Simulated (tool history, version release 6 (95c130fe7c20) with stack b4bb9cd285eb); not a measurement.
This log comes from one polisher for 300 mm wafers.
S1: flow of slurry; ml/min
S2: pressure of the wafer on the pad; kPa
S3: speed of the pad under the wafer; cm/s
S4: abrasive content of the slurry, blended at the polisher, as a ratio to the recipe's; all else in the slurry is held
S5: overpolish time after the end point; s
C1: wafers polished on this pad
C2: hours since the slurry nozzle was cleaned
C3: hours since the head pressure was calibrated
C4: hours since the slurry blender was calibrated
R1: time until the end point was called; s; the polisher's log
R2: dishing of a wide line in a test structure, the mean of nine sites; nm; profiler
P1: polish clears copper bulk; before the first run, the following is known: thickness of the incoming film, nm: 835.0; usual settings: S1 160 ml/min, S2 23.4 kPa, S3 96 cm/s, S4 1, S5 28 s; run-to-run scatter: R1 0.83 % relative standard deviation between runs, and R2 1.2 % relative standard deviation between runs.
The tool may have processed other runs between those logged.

run	hour	S1	S2	S3	S4	S5	C1	C2	C3	C4	R1	R2
1	12.3	160	23.4	96	1	28	818	162.2	745.6	55.2	78.872	142.23
2	26.2	160	23.4	96	1	28	904	176.1	759.5	69.1	79.129	141.06
3	33.5	160	35.9	96	1	52	949	183.4	766.8	76.4	51.357	230.84
4	41.4	120	35.9	96	1	28	998	191.3	774.7	84.3	54.781	184.01
5	57.2	160	23.4	96	1	40	1095	207.1	790.5	100.1	79.325	168.48
6	68.3	160	23.4	96	0.55	28	1164	218.2	801.6	111.2	90.001	136.62
# hour 77.8: slurry blender recalibrated
7	81.9	160	23.4	96	1	28	1248	231.8	815.2	4.2	78.848	143.64
8	92.4	95	23.4	96	1	28	1312	242.3	825.7	14.7	89.124	134.7
9	106.2	245	23.4	96	1	28	1397	256.1	839.5	28.5	75.022	143.4
10	114	160	23.4	152	1	28	1445	263.9	847.3	36.3	49.305	177.69
11	129.9	160	23.4	96	1	28	1544	279.8	863.2	52.2	79.343	140.63
12	146.7	160	23.4	96	1	14	1647	296.6	880	69	78.29	91.596
13	158.1	160	23.4	48	1	28	1717	308	891.4	80.4	161.11	90.506
14	168.3	160	23.4	134	1.45	28	1780	318.2	901.6	90.6	52.748	171.41
15	184.3	160	23.4	96	1	28	1879	334.2	917.6	106.6	79.073	143.61
16	196.4	160	35.2	96	1	28	1954	346.3	929.7	118.7	53.373	186.78
17	209.8	160	23.4	96	1.45	28	2036	359.7	943.1	132.1	73.49	147.33
18	224.3	160	15.9	96	1	28	2126	374.2	957.6	146.6	114.84	105.63
19	235.5	160	23.4	96	1	28	2195	385.4	968.8	157.8	78.912	143.28
20	244.4	160	23.4	96	1	28	2249	394.3	977.7	166.7	81.999	140.81
21	252.4	160	23.4	96	1	28	2299	402.3	985.7	174.7	82.517	138.64
22	265.3	160	23.4	96	1	28	2378	415.2	998.6	187.6	85.696	140.46
23	273	160	23.4	96	1	28	2426	422.9	1006.3	195.3	84.89	136.53
# hour 273.6: slurry blender recalibrated
# hour 274.2: head pressure recalibrated
24	283.1	160	23.4	96	1	28	2488	433	9	9.5	85.967	136.84
25	290.9	160	23.4	96	1	28	2536	440.8	16.8	17.3	86.615	137
26	299.9	160	23.4	96	1	28	2592	449.8	25.8	26.3	86.374	134.91
27	315.5	160	23.4	96	1	28	2688	465.4	41.4	41.9	86.596	137.59
28	329.1	160	23.4	96	1	28	2772	479	55	55.5	86.899	135.13

What P1 gives has crept off from where it sat before. The 2 causes that follow fit the log equally well, each at the size noted:
A: slurry flow missing at the pad, % = 36.9
B: removal rate lost through wear of the pad, % = 8.91
The drift started at roughly hour 235.5.
Each remaining cause and why it is not a fit:
head's pressure below its setpoint, %: was serviced at hour 274.2, once the creep was under way, yet the earlier output never came back
abrasive missing from the slurry, %: was serviced at hour 273.6, once the creep was under way, yet the earlier output never came back

The list below offers 4 check runs, each averaging the results of 5 wafers, and shows each result as a question mark. For which of them would the listed causes give clearly different results?
check 1	342.7	160	18.6	148	1	28					?	?
check 2	342.7	240	23.4	96	1	18					?	?
check 3	342.7	160	23.4	130	1.45	28					?	?
check 4	342.7	160	23.4	54	1.3	28					?	?

If the cause were each of the candidates in turn, the checks would give the following:
check	result	if A	if B
check 1	R1	70.931	70.928
check 1	R2	142.92	142.93
check 2	R1	79.829	82.183
check 2	R2	108.16	106.03
check 3	R1	59.116	59.114
check 3	R2	163.81	163.82
check 4	R1	145.81	145.81
check 4	R2	96.638	96.64
Distance between the nearest two causes, measured in the result of the check that separates them most: check 1 0 %; check 2 2.91 %; check 3 0 %; check 4 0 %
Only check 2 tells the causes apart: in the others they would give nearly the same result.

The results of check 2 are: R1 82.382 s; R2 106.46 nm. Based on these, which of the listed causes is it?

The cause is B: removal rate lost through wear of the pad, %.
